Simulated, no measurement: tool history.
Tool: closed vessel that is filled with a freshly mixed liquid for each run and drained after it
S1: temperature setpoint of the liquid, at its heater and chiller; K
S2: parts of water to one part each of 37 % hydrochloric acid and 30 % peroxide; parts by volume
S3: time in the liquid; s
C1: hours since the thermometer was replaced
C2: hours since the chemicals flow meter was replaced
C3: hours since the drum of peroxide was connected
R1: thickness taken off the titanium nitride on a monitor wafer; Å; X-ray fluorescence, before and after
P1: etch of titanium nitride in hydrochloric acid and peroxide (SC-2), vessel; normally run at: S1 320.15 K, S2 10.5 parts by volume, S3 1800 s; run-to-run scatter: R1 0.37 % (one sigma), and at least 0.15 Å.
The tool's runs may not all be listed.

run,hour,S1,S2,S3,C1,C2,C3,R1
1,10.7,320.15,10.5,1800,392.6,1310.5,694.6,379.58
2,16.2,320.15,10.5,1800,398.1,1316.0,700.1,380.44
3,27.2,308.65,7.0,1800,409.1,1327.0,711.1,237.33
4,37.6,320.15,10.5,1800,419.5,1337.4,721.5,382.06
5,48.6,320.15,17.5,2840,430.5,1348.4,732.5,385.97
6,58.1,320.15,4.0,1800,440.0,1357.9,742.0,797.53
7,69.4,320.15,10.5,1800,451.3,1369.2,753.3,380.58
8,76.4,320.15,5.0,3385,458.3,1376.2,760.3,1292.40
9,84.2,320.15,16.0,1800,466.1,1384.0,768.1,264.62
10,90.6,320.15,10.5,950,472.5,1390.4,774.5,201.65
11,98.6,320.15,10.5,3590,480.5,1398.4,782.5,763.63
12,106.1,320.15,10.5,1800,488.0,1405.9,790.0,383.03
13,116.3,311.15,10.5,1800,498.2,1416.1,800.2,203.77
14,124.1,333.65,10.5,1800,506.0,1423.9,808.0,929.84
# hour 125.1: new drum of peroxide connected
15,132.4,320.15,10.5,1800,514.3,1432.2,7.3,380.79

Run 16 comes next. What will it give?
16,143.7,320.15,10.5,1800,525.6,1443.5,18.6,?

{"run 16": {"R1": 380.4}}
